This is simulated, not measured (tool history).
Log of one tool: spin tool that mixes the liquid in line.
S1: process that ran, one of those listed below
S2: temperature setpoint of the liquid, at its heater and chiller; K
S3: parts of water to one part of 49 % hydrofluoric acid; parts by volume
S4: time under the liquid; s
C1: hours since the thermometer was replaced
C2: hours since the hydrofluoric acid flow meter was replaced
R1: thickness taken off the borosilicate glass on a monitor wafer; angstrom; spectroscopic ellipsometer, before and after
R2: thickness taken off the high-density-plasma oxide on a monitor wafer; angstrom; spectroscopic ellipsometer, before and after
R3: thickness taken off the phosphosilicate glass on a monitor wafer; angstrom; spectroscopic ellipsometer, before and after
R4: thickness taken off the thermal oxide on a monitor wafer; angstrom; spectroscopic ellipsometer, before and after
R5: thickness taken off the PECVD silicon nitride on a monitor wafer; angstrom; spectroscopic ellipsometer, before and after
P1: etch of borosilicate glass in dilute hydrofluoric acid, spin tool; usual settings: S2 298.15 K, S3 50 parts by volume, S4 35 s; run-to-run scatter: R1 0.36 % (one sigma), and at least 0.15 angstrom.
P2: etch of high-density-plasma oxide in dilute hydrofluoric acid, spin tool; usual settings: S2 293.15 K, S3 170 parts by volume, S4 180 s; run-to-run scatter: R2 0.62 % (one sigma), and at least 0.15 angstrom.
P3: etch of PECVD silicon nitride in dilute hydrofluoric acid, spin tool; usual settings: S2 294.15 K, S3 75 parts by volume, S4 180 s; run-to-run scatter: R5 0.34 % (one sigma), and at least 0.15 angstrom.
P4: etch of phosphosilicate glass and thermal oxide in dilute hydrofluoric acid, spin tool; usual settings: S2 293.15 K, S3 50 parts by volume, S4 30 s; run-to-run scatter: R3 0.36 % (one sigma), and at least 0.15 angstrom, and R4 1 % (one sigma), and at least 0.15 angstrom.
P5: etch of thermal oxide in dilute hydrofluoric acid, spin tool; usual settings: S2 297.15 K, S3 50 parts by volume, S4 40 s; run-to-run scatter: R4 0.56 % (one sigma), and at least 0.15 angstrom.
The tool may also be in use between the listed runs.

Run 1, day 0.542: S1 P1, S2 298.15 K, S3 50 parts by volume, S4 35 s; C1 112.4; C2 187.3. Result: R1 256.300 angstrom.
Run 2, day 0.933: S1 P2, S2 293.15 K, S3 170 parts by volume, S4 70 s; C1 121.8; C2 196.7. Result: R2 15.978 angstrom.
Run 3, day 1.462: S1 P1, S2 298.15 K, S3 75 parts by volume, S4 20 s; C1 134.5; C2 209.4. Result: R1 94.568 angstrom.
Run 4, day 1.712: S1 P4, S2 300.15 K, S3 50 parts by volume, S4 30 s; C1 140.5; C2 215.4. Result: R3 1270.60 angstrom, R4 33.480 angstrom.
Run 5, day 2.196: S1 P5, S2 297.15 K, S3 85 parts by volume, S4 40 s; C1 152.1; C2 227.0. Result: R4 22.853 angstrom.
Run 6, day 2.754: S1 P4, S2 293.15 K, S3 50 parts by volume, S4 15 s; C1 165.5; C2 240.4. Result: R3 476.85 angstrom, R4 12.544 angstrom.
Run 7, day 3.183: S1 P1, S2 303.15 K, S3 50 parts by volume, S4 35 s; C1 175.8; C2 250.7. Result: R1 314.450 angstrom.
Run 8, day 3.438: S1 P1, S2 298.15 K, S3 50 parts by volume, S4 35 s; C1 181.9; C2 256.8. Result: R1 257.400 angstrom.
Run 9, day 3.750: S1 P4, S2 293.15 K, S3 50 parts by volume, S4 30 s; C1 189.4; C2 264.3. Result: R3 956.44 angstrom, R4 25.554 angstrom.
Run 10, day 4.092: S1 P3, S2 294.15 K, S3 125 parts by volume, S4 180 s; C1 197.6; C2 272.5. Result: R5 57.628 angstrom.
Run 11, day 4.567: S1 P1, S2 298.15 K, S3 50 parts by volume, S4 20 s; C1 209.0; C2 283.9. Result: R1 146.690 angstrom.
Run 12, day 4.921: S1 P4, S2 293.15 K, S3 25 parts by volume, S4 30 s; C1 217.5; C2 292.4. Result: R3 1950.50 angstrom, R4 52.435 angstrom.
Run 13, day 5.204: S1 P1, S2 298.15 K, S3 80 parts by volume, S4 35 s; C1 224.3; C2 299.2. Result: R1 153.700 angstrom.
Run 14, day 5.621: S1 P3, S2 294.15 K, S3 75 parts by volume, S4 180 s; C1 234.3; C2 309.2. Result: R5 94.537 angstrom.
Run 15, day 5.925: S1 P2, S2 293.15 K, S3 55 parts by volume, S4 180 s; C1 241.6; C2 316.5. Result: R2 145.910 angstrom.
Run 16, day 6.400: S1 P1, S2 304.15 K, S3 50 parts by volume, S4 20 s; C1 253.0; C2 327.9. Result: R1 187.220 angstrom.
Run 17, day 6.767: S1 P5, S2 297.15 K, S3 50 parts by volume, S4 70 s; C1 261.8; C2 336.7. Result: R4 70.987 angstrom.
Run 18, day 7.067: S1 P1, S2 298.15 K, S3 25 parts by volume, S4 35 s; C1 269.0; C2 343.9. Result: R1 530.500 angstrom.
Run 19, day 7.450: S1 P1, S2 298.15 K, S3 50 parts by volume, S4 35 s; C1 278.2; C2 353.1. Result: R1 255.770 angstrom.
Run 20, day 7.883: S1 P3, S2 298.65 K, S3 75 parts by volume, S4 180 s; C1 288.6; C2 363.5. Result: R5 127.160 angstrom.
Run 21, day 8.358: S1 P4, S2 293.15 K, S3 50 parts by volume, S4 30 s; C1 300.0; C2 374.9. Result: R3 946.86 angstrom, R4 24.960 angstrom.
Run 22, day 8.842: S1 P3, S2 294.15 K, S3 75 parts by volume, S4 280 s; C1 311.6; C2 386.5. Result: R5 146.910 angstrom.
Run 23, day 9.138: S1 P1, S2 290.15 K, S3 50 parts by volume, S4 35 s; C1 318.7; C2 393.6. Result: R1 182.680 angstrom.
Run 24, day 9.529: S1 P3, S2 294.15 K, S3 75 parts by volume, S4 180 s; C1 328.1; C2 403.0. Result: R5 94.279 angstrom.
Run 25, day 10.004: S1 P2, S2 299.65 K, S3 170 parts by volume, S4 180 s; C1 339.5; C2 414.4. Result: R2 53.502 angstrom.
Run 26, day 10.388: S1 P5, S2 290.15 K, S3 50 parts by volume, S4 40 s; C1 348.7; C2 423.6. Result: R4 30.124 angstrom.
Run 27, day 10.679: S1 P1, S2 298.15 K, S3 50 parts by volume, S4 35 s; C1 355.7; C2 430.6. Result: R1 257.210 angstrom.
Run 28, day 10.933: S1 P2, S2 293.15 K, S3 170 parts by volume, S4 180 s; C1 361.8; C2 436.7. Result: R2 42.019 angstrom.
Run 29, day 11.271: S1 P5, S2 297.15 K, S3 50 parts by volume, S4 40 s; C1 369.9; C2 444.8. Result: R4 40.541 angstrom.
Run 30, day 11.583: S1 P1, S2 298.15 K, S3 50 parts by volume, S4 35 s; C1 377.4; C2 452.3. Result: R1 256.810 angstrom.
Run 31, day 11.867: S1 P1, S2 298.15 K, S3 50 parts by volume, S4 35 s; C1 384.2; C2 459.1. Result: R1 257.200 angstrom.
Run 32, day 12.325: S1 P1, S2 298.15 K, S3 50 parts by volume, S4 65 s; C1 395.2; C2 470.1. Result: R1 477.210 angstrom.
Run 33, day 12.612: S1 P1, S2 298.15 K, S3 50 parts by volume, S4 35 s; C1 402.1; C2 477.0. Result: R1 257.070 angstrom.
Run 34, day 13.050: S1 P1, S2 298.15 K, S3 50 parts by volume, S4 35 s; C1 412.6; C2 487.5. Result: R1 263.080 angstrom.
Run 35, day 13.496: S1 P1, S2 298.15 K, S3 50 parts by volume, S4 35 s; C1 423.3; C2 498.2. Result: R1 265.470 angstrom.
Run 36, day 13.879: S1 P1, S2 298.15 K, S3 50 parts by volume, S4 35 s; C1 432.5; C2 507.4. Result: R1 268.890 angstrom.
Run 37, day 14.212: S1 P1, S2 298.15 K, S3 50 parts by volume, S4 35 s; C1 440.5; C2 515.4. Result: R1 270.350 angstrom.
Run 38, day 14.492: S1 P1, S2 298.15 K, S3 50 parts by volume, S4 35 s; C1 447.2; C2 522.1. Result: R1 268.880 angstrom.
Run 39, day 15.033: S1 P1, S2 298.15 K, S3 50 parts by volume, S4 35 s; C1 460.2; C2 535.1. Result: R1 271.570 angstrom.
Run 40, day 15.312: S1 P1, S2 298.15 K, S3 50 parts by volume, S4 35 s; C1 466.9; C2 541.8. Result: R1 271.190 angstrom.
Run 41, day 15.562: S1 P1, S2 298.15 K, S3 50 parts by volume, S4 35 s; C1 472.9; C2 547.8. Result: R1 271.880 angstrom.
Run 42, day 16.083: S1 P1, S2 298.15 K, S3 50 parts by volume, S4 35 s; C1 485.4; C2 560.3. Result: R1 271.910 angstrom.

What P1 gives has crept away from where it was. These 2 causes fit the log equally well, each at the size given:
A: liquid hotter than its thermometer reads (K) = 1.42
B: hydrofluoric acid flow above the setpoint (%) = 5.54
The creep began at about day 12.612.

4 check runs are offered, one wafer each, their results left as question marks. Which one tells the causes apart?
Run check 1, day 16.604: S1 P3, S2 294.15 K, S3 75 parts by volume, S4 180 s. Result: R5 ?.
Run check 2, day 16.604: S1 P2, S2 293.15 K, S3 170 parts by volume, S4 180 s. Result: R2 ?.
Run check 3, day 16.604: S1 P4, S2 293.15 K, S3 50 parts by volume, S4 30 s. Result: R3 ?, R4 ?.
Run check 4, day 16.604: S1 P5, S2 297.15 K, S3 50 parts by volume, S4 40 s. Result: R4 ?.

What each check would give under each cause:
  check  result     if A     if B
check 1      R5  104.020   99.582
check 2      R2   44.187   44.524
check 3      R3  1011.70  1008.60
check 3      R4   26.680   26.600
check 4      R4   42.978   42.943
How far apart the two closest causes lie, in the result that separates them most: check 1 4.36 %; check 2 0.76 %; check 3 0.3 %; check 4 0.08 %
Check 1 tells the causes apart: in the others they would give nearly the same result.

Check 1 was then run and gave: R5 103.870 angstrom. Which cause is it?

It is A: liquid hotter than its thermometer reads (K).
